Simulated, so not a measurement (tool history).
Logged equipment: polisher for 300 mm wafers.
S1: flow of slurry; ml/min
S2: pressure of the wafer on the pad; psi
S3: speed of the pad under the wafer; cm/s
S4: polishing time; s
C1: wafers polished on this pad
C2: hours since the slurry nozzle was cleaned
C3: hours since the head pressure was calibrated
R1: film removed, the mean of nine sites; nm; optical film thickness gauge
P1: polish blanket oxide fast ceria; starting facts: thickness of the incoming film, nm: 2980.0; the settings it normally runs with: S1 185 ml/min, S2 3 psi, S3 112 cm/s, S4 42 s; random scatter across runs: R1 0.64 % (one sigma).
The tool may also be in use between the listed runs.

Run 1, hour 8.7: S1 185 ml/min, S2 3 psi, S3 112 cm/s, S4 42 s; C1 480; C2 232.7; C3 117.9. Result: R1 783.47 nm.
Run 2, hour 15.2: S1 185 ml/min, S2 3 psi, S3 112 cm/s, S4 67 s; C1 553; C2 239.2; C3 124.4. Result: R1 1260.4 nm.
Run 3, hour 27.1: S1 290 ml/min, S2 3 psi, S3 112 cm/s, S4 42 s; C1 686; C2 251.1; C3 136.3. Result: R1 832.02 nm.
Run 4, hour 40.8: S1 185 ml/min, S2 3 psi, S3 112 cm/s, S4 19 s; C1 839; C2 264.8; C3 150. Result: R1 361.74 nm.
Run 5, hour 53.8: S1 185 ml/min, S2 3 psi, S3 112 cm/s, S4 42 s; C1 984; C2 277.8; C3 163. Result: R1 792.4 nm.
Run 6, hour 65.6: S1 185 ml/min, S2 3 psi, S3 168 cm/s, S4 42 s; C1 1116; C2 289.6; C3 174.8. Result: R1 1174.2 nm.
Run 7, hour 73.9: S1 240 ml/min, S2 3 psi, S3 112 cm/s, S4 58 s; C1 1209; C2 297.9; C3 183.1. Result: R1 1140.7 nm.
Run 8, hour 87.1: S1 185 ml/min, S2 4.6 psi, S3 112 cm/s, S4 42 s; C1 1356; C2 311.1; C3 196.3. Result: R1 1196.5 nm.
Run 9, hour 99.1: S1 250 ml/min, S2 4.5 psi, S3 112 cm/s, S4 42 s; C1 1490; C2 323.1; C3 208.3. Result: R1 1211.2 nm.
Run 10, hour 110.9: S1 185 ml/min, S2 3 psi, S3 68 cm/s, S4 42 s; C1 1622; C2 334.9; C3 220.1. Result: R1 475.24 nm.
Run 11, hour 120.1: S1 110 ml/min, S2 3 psi, S3 112 cm/s, S4 42 s; C1 1725; C2 344.1; C3 229.3. Result: R1 713.23 nm.
Run 12, hour 132.8: S1 185 ml/min, S2 3 psi, S3 74 cm/s, S4 32 s; C1 1867; C2 356.8; C3 242. Result: R1 394.44 nm.
Run 13, hour 140.5: S1 185 ml/min, S2 3 psi, S3 112 cm/s, S4 42 s; C1 1953; C2 364.5; C3 249.7. Result: R1 791.67 nm.
Run 14, hour 151.6: S1 185 ml/min, S2 1.7 psi, S3 112 cm/s, S4 42 s; C1 2077; C2 375.6; C3 260.8. Result: R1 449.52 nm.
Run 15, hour 162.7: S1 185 ml/min, S2 3 psi, S3 112 cm/s, S4 42 s; C1 2201; C2 386.7; C3 271.9. Result: R1 789.43 nm.
Run 16, hour 175: S1 185 ml/min, S2 3 psi, S3 112 cm/s, S4 42 s; C1 2338; C2 399; C3 284.2. Result: R1 785.61 nm.

Forecast run 17:
Run 17, hour 185.2: S1 185 ml/min, S2 3 psi, S3 112 cm/s, S4 42 s; C1 2452; C2 409.2; C3 294.4. Result: R1 ?.

Logged for run 17: R1 752.35 nm.
